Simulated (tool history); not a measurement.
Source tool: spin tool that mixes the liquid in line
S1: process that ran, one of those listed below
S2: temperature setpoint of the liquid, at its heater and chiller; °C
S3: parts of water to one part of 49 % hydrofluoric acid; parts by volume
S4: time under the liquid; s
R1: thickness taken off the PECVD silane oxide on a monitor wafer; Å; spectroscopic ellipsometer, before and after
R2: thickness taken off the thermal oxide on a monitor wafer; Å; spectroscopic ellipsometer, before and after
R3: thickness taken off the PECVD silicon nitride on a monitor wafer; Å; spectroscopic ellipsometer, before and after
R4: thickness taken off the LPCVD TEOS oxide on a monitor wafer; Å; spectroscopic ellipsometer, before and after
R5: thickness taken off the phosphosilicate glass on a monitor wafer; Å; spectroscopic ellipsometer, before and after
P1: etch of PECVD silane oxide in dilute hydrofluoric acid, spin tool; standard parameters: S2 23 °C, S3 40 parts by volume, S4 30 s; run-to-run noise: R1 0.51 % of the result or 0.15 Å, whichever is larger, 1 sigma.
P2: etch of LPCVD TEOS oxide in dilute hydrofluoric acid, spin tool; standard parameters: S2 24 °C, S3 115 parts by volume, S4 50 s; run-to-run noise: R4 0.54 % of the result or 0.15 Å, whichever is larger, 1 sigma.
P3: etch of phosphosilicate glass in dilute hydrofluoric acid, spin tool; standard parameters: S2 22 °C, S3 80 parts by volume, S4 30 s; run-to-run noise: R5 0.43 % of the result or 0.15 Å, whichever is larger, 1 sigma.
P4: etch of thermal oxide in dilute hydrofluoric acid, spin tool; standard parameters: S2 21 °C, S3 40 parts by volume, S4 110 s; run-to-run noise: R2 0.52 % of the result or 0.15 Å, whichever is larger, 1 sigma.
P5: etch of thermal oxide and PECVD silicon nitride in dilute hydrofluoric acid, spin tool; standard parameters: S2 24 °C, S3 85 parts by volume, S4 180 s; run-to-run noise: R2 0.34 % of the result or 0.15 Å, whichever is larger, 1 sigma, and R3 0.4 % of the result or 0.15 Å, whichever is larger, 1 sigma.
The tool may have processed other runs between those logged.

| run | day | S1 | S2 | S3 | S4 | R1 | R2 | R3 | R4 | R5 |
|---|---|---|---|---|---|---|---|---|---|---|
| 1 | 0.283 | P1 | 23 | 40 | 30 | 330.08 |  |  |  |  |
| 2 | 0.550 | P4 | 21 | 70 | 110 |  | 69.447 |  |  |  |
| 3 | 0.942 | P5 | 24 | 85 | 345 |  | 190.570 | 116.940 |  |  |
| 4 | 1.296 | P5 | 24 | 85 | 180 |  | 100.110 | 60.920 |  |  |
| 5 | 1.721 | P5 | 31 | 85 | 180 |  | 129.970 | 95.067 |  |  |
| 6 | 1.983 | P4 | 21 | 40 | 110 |  | 127.740 |  |  |  |
| 7 | 2.450 | P4 | 21 | 40 | 50 |  | 57.054 |  |  |  |
| 8 | 2.875 | P5 | 24 | 85 | 180 |  | 100.130 | 60.935 |  |  |
| 9 | 3.183 | P1 | 23 | 40 | 30 | 329.20 |  |  |  |  |
| 10 | 3.692 | P1 | 23 | 65 | 30 | 196.92 |  |  |  |  |
| 11 | 4.233 | P4 | 27 | 40 | 110 |  | 164.910 |  |  |  |
| 12 | 4.508 | P1 | 23 | 40 | 15 | 165.53 |  |  |  |  |
| 13 | 5.067 | P2 | 17 | 115 | 50 |  |  |  | 63.224 |  |
| 14 | 5.604 | P3 | 22 | 80 | 60 |  |  |  |  | 1309.20 |
| 15 | 6.129 | P2 | 24 | 115 | 50 |  |  |  | 83.831 |  |
| 16 | 6.558 | P3 | 17 | 80 | 30 |  |  |  |  | 531.98 |
| 17 | 6.846 | P2 | 24 | 210 | 50 |  |  |  | 40.985 |  |
| 18 | 7.300 | P1 | 19 | 40 | 30 | 277.18 |  |  |  |  |
| 19 | 7.712 | P5 | 24 | 120 | 180 |  | 67.668 | 43.149 |  |  |
| 20 | 8.175 | P1 | 31 | 40 | 30 | 454.73 |  |  |  |  |
| 21 | 8.679 | P1 | 27 | 40 | 55 | 715.07 |  |  |  |  |
| 22 | 9.171 | P3 | 22 | 80 | 30 |  |  |  |  | 653.45 |
| 23 | 9.633 | P1 | 23 | 40 | 30 | 331.25 |  |  |  |  |
|  | 9.638 | thermometer replaced |
| 24 | 10.038 | P3 | 22 | 80 | 30 |  |  |  |  | 656.78 |
| 25 | 10.492 | P3 | 22 | 20 | 30 |  |  |  |  | 2813.40 |
| 26 | 11.046 | P1 | 23 | 40 | 30 | 330.00 |  |  |  |  |
| 27 | 11.550 | P2 | 24 | 115 | 75 |  |  |  | 125.080 |  |
| 28 | 12.012 | P1 | 28 | 40 | 15 | 202.77 |  |  |  |  |
| 29 | 12.471 | P1 | 23 | 20 | 30 | 677.27 |  |  |  |  |
| 30 | 12.933 | P1 | 23 | 55 | 45 | 351.54 |  |  |  |  |
| 31 | 13.221 | P1 | 23 | 40 | 55 | 606.96 |  |  |  |  |
| 32 | 13.721 | P1 | 23 | 40 | 30 | 335.37 |  |  |  |  |
| 33 | 14.112 | P1 | 23 | 40 | 30 | 319.47 |  |  |  |  |
| 34 | 14.638 | P1 | 23 | 40 | 30 | 311.74 |  |  |  |  |
| 35 | 15.004 | P1 | 23 | 40 | 30 | 308.38 |  |  |  |  |
| 36 | 15.279 | P1 | 23 | 40 | 30 | 309.48 |  |  |  |  |
| 37 | 15.642 | P1 | 23 | 40 | 30 | 307.44 |  |  |  |  |
| 38 | 16.071 | P1 | 23 | 40 | 30 | 309.57 |  |  |  |  |

The output of P1 has drifted from where it used to be. Each of the 2 causes below, taken at the size shown beside it, accounts for the log equally well:
A: hydrofluoric acid flow below the setpoint (%) = 6.79
B: liquid colder than its thermometer reads (K) = 1.77
The process output started creeping at around day 13.721.

The check runs listed below each take one wafer, and their results are still question marks. Under which run would the listed causes lead to clearly different results?
| check 1 | 16.500 | P4 | 21.0 | 70 | 110 |  | ? |  |  |  |
| check 2 | 16.500 | P2 | 17.5 | 195 | 50 |  |  |  | ? |  |
| check 3 | 16.500 | P3 | 17.0 | 80 | 60 |  |  |  |  | ? |
| check 4 | 16.500 | P5 | 24.0 | 120 | 275 |  | ? | ? |  |  |

What each check would give under each cause:
| check | result | if A | if B |
|---|---|---|---|
| check 1 | R2 | 64.964 | 65.115 |
| check 2 | R4 | 32.409 | 32.813 |
| check 3 | R5 | 985.44 | 985.86 |
| check 4 | R2 | 95.460 | 96.511 |
| check 4 | R3 | 61.547 | 58.721 |
Distance between the nearest two causes, measured in the result of the check that separates them most: check 1 0.23 %; check 2 1.24 %; check 3 0.04 %; check 4 4.7 %
Check 4 distinguishes between the causes, while the remaining checks would return nearly the same result for all of them.

The results of check 4 are: R2 95.396 Å; R3 61.497 Å. Based on these, which of the listed causes is it?

Of the candidate causes, it is A: hydrofluoric acid flow below the setpoint (%).

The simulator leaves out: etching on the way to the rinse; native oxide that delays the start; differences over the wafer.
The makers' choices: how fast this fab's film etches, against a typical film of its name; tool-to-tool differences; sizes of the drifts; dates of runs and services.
